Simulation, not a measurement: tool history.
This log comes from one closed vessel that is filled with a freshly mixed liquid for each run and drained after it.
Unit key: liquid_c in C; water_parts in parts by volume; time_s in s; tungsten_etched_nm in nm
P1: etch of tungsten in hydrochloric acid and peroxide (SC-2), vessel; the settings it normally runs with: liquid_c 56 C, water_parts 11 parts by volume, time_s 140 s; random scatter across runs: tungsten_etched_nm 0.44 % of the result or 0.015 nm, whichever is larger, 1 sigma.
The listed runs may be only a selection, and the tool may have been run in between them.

run	hour	liquid_c	water_parts	time_s	hours since the thermometer was replaced	hours since the chemicals flow meter was replaced	hours since the drum of peroxide was connected	tungsten_etched_nm
1	11.7	56	11	140	387.4	820.1	301.3	24.266
2	24.6	56	11	140	400.3	833	314.2	24.111
3	35.9	56	18	140	411.6	844.3	325.5	15.681
4	45.6	56	11	140	421.3	854	335.2	24.172
5	54.1	56	15.5	70	429.8	862.5	343.7	9.0447
6	68.5	56	11	140	444.2	876.9	358.1	24.421
7	81.7	56	11	35	457.4	890.1	371.3	6.0935
8	89.3	56	11	215	465	897.7	378.9	37.071
9	103.1	56	11	140	478.8	911.5	392.7	24.114
10	118	56	11	140	493.7	926.4	407.6	24.203
11	127.9	56	16.5	45	503.6	936.3	417.5	5.4015
12	134.7	56	11	140	510.4	943.1	424.3	24.163
13	147.5	72	11	140	523.2	955.9	437.1	64.566
14	155.4	43.5	11	140	531.1	963.8	445	10.464
15	164	69.5	11	250	539.7	972.4	453.6	99.838
16	170.7	56	4	140	546.4	979.1	460.3	52.514
17	177.9	56	11	140	553.6	986.3	467.5	24.167
18	185.1	56	11	140	560.8	993.5	474.7	23.09

Expected results for the next run?
19	193.7	56	11	140	569.4	1002.1	483.3	?

Run 19 yielded tungsten_etched_nm 22.714 nm.

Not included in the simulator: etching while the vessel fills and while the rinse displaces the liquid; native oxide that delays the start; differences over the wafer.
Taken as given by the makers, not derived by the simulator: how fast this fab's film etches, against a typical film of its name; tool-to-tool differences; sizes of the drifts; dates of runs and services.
